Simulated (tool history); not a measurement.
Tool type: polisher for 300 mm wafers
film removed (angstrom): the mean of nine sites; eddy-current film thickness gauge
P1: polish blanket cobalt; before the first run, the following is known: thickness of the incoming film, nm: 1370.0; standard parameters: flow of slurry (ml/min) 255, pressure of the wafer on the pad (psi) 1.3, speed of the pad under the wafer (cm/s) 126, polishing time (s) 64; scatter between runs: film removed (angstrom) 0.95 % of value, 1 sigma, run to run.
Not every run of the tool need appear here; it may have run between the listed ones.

run	hour	flow of slurry (ml/min)	pressure of the wafer on the pad (psi)	speed of the pad under the wafer (cm/s)	polishing time (s)	wafers polished on this pad	hours since the slurry nozzle was cleaned	hours since the head pressure was calibrated	film removed (angstrom)
1	13.9	255	1.3	126	64	344	217.5	257.5	2820.6
2	23.2	255	1.3	126	64	418	226.8	266.8	2793.6
3	37.0	255	1.3	126	64	528	240.6	280.6	2790.1
4	50.4	255	2.1	126	64	635	254.0	294.0	4535.0
5	60.5	255	1.3	74	64	715	264.1	304.1	1649.9
6	72.5	255	1.3	126	89	811	276.1	316.1	3896.8
7	85.6	255	1.3	126	64	915	289.2	329.2	2846.1
8	96.4	155	1.3	126	64	1001	300.0	340.0	2603.0
9	103.5	255	0.8	174	64	1057	307.1	347.1	2379.2
10	113.7	255	1.3	164	64	1139	317.3	357.3	3674.3
11	124.5	255	0.9	158	64	1225	328.1	368.1	2402.6
12	132.2	370	1.3	126	64	1286	335.8	375.8	2863.0
13	141.9	255	1.3	126	29	1363	345.5	385.5	1251.4
14	157.2	255	1.3	126	64	1485	360.8	400.8	2824.3
15	172.4	255	0.9	126	64	1606	376.0	416.0	1966.7
16	186.6	255	1.3	126	64	1719	390.2	430.2	2789.5
17	197.6	255	1.3	126	64	1807	401.2	441.2	2785.9
18	206.3	255	1.3	126	64	1876	409.9	449.9	2691.2
19	218.5	255	1.3	126	64	1973	422.1	462.1	2741.0
20	233.6	255	1.3	126	64	2093	437.2	477.2	2687.0
21	241.0	255	1.3	126	64	2152	444.6	484.6	2628.3
# hour 248.8: head pressure recalibrated
22	255.0	255	1.3	126	64	2264	458.6	6.3	2614.7
23	266.2	255	1.3	126	64	2353	469.8	17.5	2606.8
24	281.4	255	1.3	126	64	2474	485.0	32.7	2690.6
25	289.7	255	1.3	126	64	2540	493.3	41.0	2676.1

The log shows P1 creeping away from where it was. Any of the 2 causes listed here, at the size stated for it, fits the log just as well as the others:
A: removal rate lost through wear of the pad, % = 5.44
B: slurry flow missing at the pad, % = 35.1
The gradual shift began around hour 186.6.
Why every other cause is out:
head's pressure below its setpoint, %: serviced at hour 248.8, which brought nothing back

The list below offers 4 check runs, each averaging the results of 5 wafers, and shows each result as a question mark. For which of them would the listed causes give clearly different results?
check 1	298.0	255	1.3	126	81				?
check 2	298.0	255	2.1	126	45				?
check 3	298.0	155	1.3	126	42				?
check 4	298.0	255	0.9	126	30				?

Outcome of each check run for each possible cause:
check	result	if A	if B
check 1	film removed (angstrom)	3358.30	3357.80
check 2	film removed (angstrom)	3013.80	3013.40
check 3	film removed (angstrom)	1628.90	1576.20
check 4	film removed (angstrom)	861.10	860.96
Gap, in per cent, between the two causes that each check separates least, read from the result that separates them most: check 1 0.02 %; check 2 0.02 %; check 3 3.29 %; check 4 0.02 %
The other checks would show nearly matching results whichever cause is true, so check 3 is the only one that separates the causes.

Check 3 was then run and gave: film removed (angstrom) 1577.70. Which cause is it?

B is the cause: slurry flow missing at the pad, %.
